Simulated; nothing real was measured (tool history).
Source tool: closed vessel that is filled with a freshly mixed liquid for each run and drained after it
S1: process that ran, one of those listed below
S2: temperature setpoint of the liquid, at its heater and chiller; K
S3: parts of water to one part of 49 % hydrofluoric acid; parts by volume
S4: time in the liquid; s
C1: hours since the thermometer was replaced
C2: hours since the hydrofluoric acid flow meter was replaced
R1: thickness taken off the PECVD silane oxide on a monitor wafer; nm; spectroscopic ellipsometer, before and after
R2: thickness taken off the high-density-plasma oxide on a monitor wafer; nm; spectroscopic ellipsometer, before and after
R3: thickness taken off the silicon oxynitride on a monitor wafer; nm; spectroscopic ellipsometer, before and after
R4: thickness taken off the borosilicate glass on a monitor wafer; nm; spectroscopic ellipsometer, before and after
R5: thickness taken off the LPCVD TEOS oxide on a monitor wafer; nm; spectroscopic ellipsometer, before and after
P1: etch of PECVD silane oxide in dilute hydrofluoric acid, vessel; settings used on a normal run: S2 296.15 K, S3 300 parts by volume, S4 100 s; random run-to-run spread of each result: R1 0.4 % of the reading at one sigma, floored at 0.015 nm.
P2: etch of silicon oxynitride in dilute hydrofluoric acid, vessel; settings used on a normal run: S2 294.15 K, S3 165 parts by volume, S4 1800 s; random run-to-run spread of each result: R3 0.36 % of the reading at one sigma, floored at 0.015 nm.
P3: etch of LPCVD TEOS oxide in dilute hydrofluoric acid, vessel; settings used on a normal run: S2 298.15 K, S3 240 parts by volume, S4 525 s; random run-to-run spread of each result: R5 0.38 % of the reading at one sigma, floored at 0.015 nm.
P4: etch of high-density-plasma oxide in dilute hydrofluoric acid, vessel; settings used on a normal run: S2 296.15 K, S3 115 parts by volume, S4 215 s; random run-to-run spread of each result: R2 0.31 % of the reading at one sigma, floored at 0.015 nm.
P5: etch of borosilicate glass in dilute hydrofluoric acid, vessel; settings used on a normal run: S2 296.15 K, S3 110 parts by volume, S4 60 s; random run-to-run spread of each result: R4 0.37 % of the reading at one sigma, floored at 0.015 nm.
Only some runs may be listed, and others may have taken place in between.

Run 1, hour 4.1: S1 P1, S2 296.15 K, S3 300 parts by volume, S4 100 s; C1 2080.5; C2 1753.6. Result: R1 5.7517 nm.
Run 2, hour 8.6: S1 P4, S2 296.15 K, S3 215 parts by volume, S4 215 s; C1 2085; C2 1758.1. Result: R2 4.1471 nm.
Run 3, hour 12.9: S1 P2, S2 290.15 K, S3 165 parts by volume, S4 1800 s; C1 2089.3; C2 1762.4. Result: R3 11.765 nm.
Run 4, hour 17.9: S1 P1, S2 296.15 K, S3 540 parts by volume, S4 100 s; C1 2094.3; C2 1767.4. Result: R1 2.6335 nm.
Run 5, hour 20.3: S1 P1, S2 296.15 K, S3 300 parts by volume, S4 100 s; C1 2096.7; C2 1769.8. Result: R1 5.7923 nm.
Run 6, hour 23.2: S1 P4, S2 291.65 K, S3 115 parts by volume, S4 215 s; C1 2099.6; C2 1772.7. Result: R2 7.196 nm.
Run 7, hour 25.9: S1 P4, S2 296.15 K, S3 115 parts by volume, S4 400 s; C1 2102.3; C2 1775.4. Result: R2 16.008 nm.
Run 8, hour 30.5: S1 P1, S2 296.15 K, S3 300 parts by volume, S4 30 s; C1 2106.9; C2 1780. Result: R1 1.7506 nm.
Run 9, hour 33.5: S1 P5, S2 296.15 K, S3 190 parts by volume, S4 60 s; C1 2109.9; C2 1783. Result: R4 12.268 nm.
Run 10, hour 38.8: S1 P1, S2 296.15 K, S3 300 parts by volume, S4 100 s; C1 2115.2; C2 1788.3. Result: R1 5.7148 nm.
Run 11, hour 42.3: S1 P1, S2 292.15 K, S3 300 parts by volume, S4 100 s; C1 2118.7; C2 1791.8. Result: R1 4.9627 nm.
Run 12, hour 47.7: S1 P1, S2 296.15 K, S3 300 parts by volume, S4 100 s; C1 2124.1; C2 1797.2. Result: R1 5.781 nm.
Run 13, hour 50.3: S1 P3, S2 298.15 K, S3 240 parts by volume, S4 525 s; C1 2126.7; C2 1799.8. Result: R5 43.433 nm.
Run 14, hour 55.5: S1 P3, S2 292.15 K, S3 240 parts by volume, S4 525 s; C1 2131.9; C2 1805. Result: R5 34.729 nm.
Run 15, hour 58.4: S1 P2, S2 294.15 K, S3 275 parts by volume, S4 1800 s; C1 2134.8; C2 1807.9. Result: R3 7.9737 nm.
Run 16, hour 61.9: S1 P5, S2 296.15 K, S3 110 parts by volume, S4 60 s; C1 2138.3; C2 1811.4. Result: R4 23.038 nm.
Run 17, hour 67.1: S1 P1, S2 296.15 K, S3 300 parts by volume, S4 100 s; C1 2143.5; C2 1816.6. Result: R1 5.7316 nm.
Run 18, hour 72.2: S1 P1, S2 296.15 K, S3 55 parts by volume, S4 100 s; C1 2148.6; C2 1821.7. Result: R1 41.103 nm.
Run 19, hour 76.8: S1 P2, S2 294.15 K, S3 165 parts by volume, S4 1800 s; C1 2153.2; C2 1826.3. Result: R3 14.388 nm.
Run 20, hour 79.8: S1 P2, S2 294.15 K, S3 165 parts by volume, S4 1800 s; C1 2156.2; C2 1829.3. Result: R3 14.233 nm.
Run 21, hour 82.4: S1 P3, S2 298.15 K, S3 240 parts by volume, S4 525 s; C1 2158.8; C2 1831.9. Result: R5 43.393 nm.
Run 22, hour 87.2: S1 P4, S2 296.15 K, S3 115 parts by volume, S4 215 s; C1 2163.6; C2 1836.7. Result: R2 8.6575 nm.
Run 23, hour 91: S1 P1, S2 299.65 K, S3 300 parts by volume, S4 35 s; C1 2167.4; C2 1840.5. Result: R1 2.29 nm.
Run 24, hour 95.9: S1 P1, S2 304.15 K, S3 300 parts by volume, S4 100 s; C1 2172.3; C2 1845.4. Result: R1 7.5454 nm.
Run 25, hour 100.2: S1 P5, S2 296.15 K, S3 110 parts by volume, S4 30 s; C1 2176.6; C2 1849.7. Result: R4 11.528 nm.
Run 26, hour 102.6: S1 P5, S2 304.15 K, S3 110 parts by volume, S4 60 s; C1 2179; C2 1852.1. Result: R4 31.202 nm.
Run 27, hour 106: S1 P3, S2 298.15 K, S3 430 parts by volume, S4 525 s; C1 2182.4; C2 1855.5. Result: R5 20.262 nm.
Run 28, hour 109.1: S1 P1, S2 296.15 K, S3 300 parts by volume, S4 190 s; C1 2185.5; C2 1858.6. Result: R1 10.996 nm.
Run 29, hour 112.6: S1 P2, S2 294.15 K, S3 165 parts by volume, S4 3270 s; C1 2189; C2 1862.1. Result: R3 26.098 nm.
Run 30, hour 115.5: S1 P3, S2 298.15 K, S3 240 parts by volume, S4 190 s; C1 2191.9; C2 1865. Result: R5 15.615 nm.
Run 31, hour 118.6: S1 P1, S2 302.65 K, S3 90 parts by volume, S4 100 s; C1 2195; C2 1868.1. Result: R1 31.028 nm.
Run 32, hour 121.5: S1 P1, S2 296.15 K, S3 300 parts by volume, S4 100 s; C1 2197.9; C2 1871. Result: R1 5.7534 nm.
Run 33, hour 126.3: S1 P5, S2 296.15 K, S3 110 parts by volume, S4 60 s; C1 2202.7; C2 1875.8. Result: R4 23.143 nm.
Run 34, hour 130.4: S1 P1, S2 296.15 K, S3 300 parts by volume, S4 100 s; C1 2206.8; C2 1879.9. Result: R1 5.7645 nm.
Run 35, hour 134.2: S1 P1, S2 296.15 K, S3 300 parts by volume, S4 100 s; C1 2210.6; C2 1883.7. Result: R1 5.7763 nm.
Run 36, hour 138.7: S1 P1, S2 296.15 K, S3 300 parts by volume, S4 100 s; C1 2215.1; C2 1888.2. Result: R1 5.9458 nm.
Run 37, hour 141.1: S1 P1, S2 296.15 K, S3 300 parts by volume, S4 100 s; C1 2217.5; C2 1890.6. Result: R1 6.0608 nm.
Run 38, hour 145.2: S1 P1, S2 296.15 K, S3 300 parts by volume, S4 100 s; C1 2221.6; C2 1894.7. Result: R1 6.1362 nm.
Run 39, hour 148.6: S1 P1, S2 296.15 K, S3 300 parts by volume, S4 100 s; C1 2225; C2 1898.1. Result: R1 6.2133 nm.
Run 40, hour 152.7: S1 P1, S2 296.15 K, S3 300 parts by volume, S4 100 s; C1 2229.1; C2 1902.2. Result: R1 6.1777 nm.
Run 41, hour 155.9: S1 P1, S2 296.15 K, S3 300 parts by volume, S4 100 s; C1 2232.3; C2 1905.4. Result: R1 6.174 nm.
Run 42, hour 160.6: S1 P1, S2 296.15 K, S3 300 parts by volume, S4 100 s; C1 2237; C2 1910.1. Result: R1 6.2052 nm.
Run 43, hour 163.3: S1 P1, S2 296.15 K, S3 300 parts by volume, S4 100 s; C1 2239.7; C2 1912.8. Result: R1 6.2602 nm.
Run 44, hour 168.6: S1 P1, S2 296.15 K, S3 300 parts by volume, S4 100 s; C1 2245; C2 1918.1. Result: R1 6.2514 nm.
Run 45, hour 172.9: S1 P1, S2 296.15 K, S3 300 parts by volume, S4 100 s; C1 2249.3; C2 1922.4. Result: R1 6.2816 nm.

What P1 gives has crept away from where it was. These 2 causes fit the log equally well, each at the size given:
A: hydrofluoric acid flow above the setpoint (%) = 6.8
B: liquid hotter than its thermometer reads (K) = 2.43
The drift started at roughly hour 134.2.

Which of the 4 check runs listed below separates the causes, so that each cause would produce a clearly different result? Each run uses one wafer, and its results are marked with question marks.
Run check 1, hour 177.2: S1 P4, S2 296.15 K, S3 210 parts by volume, S4 330 s. Result: R2 ?.
Run check 2, hour 177.2: S1 P5, S2 301.65 K, S3 185 parts by volume, S4 60 s. Result: R4 ?.
Run check 3, hour 177.2: S1 P3, S2 292.65 K, S3 360 parts by volume, S4 525 s. Result: R5 ?.
Run check 4, hour 177.2: S1 P2, S2 290.15 K, S3 165 parts by volume, S4 3235 s. Result: R3 ?.

What every check run would give for each of its results, assuming each possible cause in turn:
  check  result    if A    if B
check 1      R2  7.0735  7.1391
check 2      R4    16.7  16.785
check 3      R5  23.159  23.158
check 4      R3  22.864  23.908
Distance between the nearest two causes, measured in the result of the check that separates them most: check 1 0.92 %; check 2 0.51 %; check 3 0.01 %; check 4 4.46 %
Only in check 4 would the causes give clearly different results; in the remaining checks their results would be nearly the same.

Running check 4 produced the following: R3 23.973 nm. Which one of the listed causes fits?

B is the cause: liquid hotter than its thermometer reads (K).
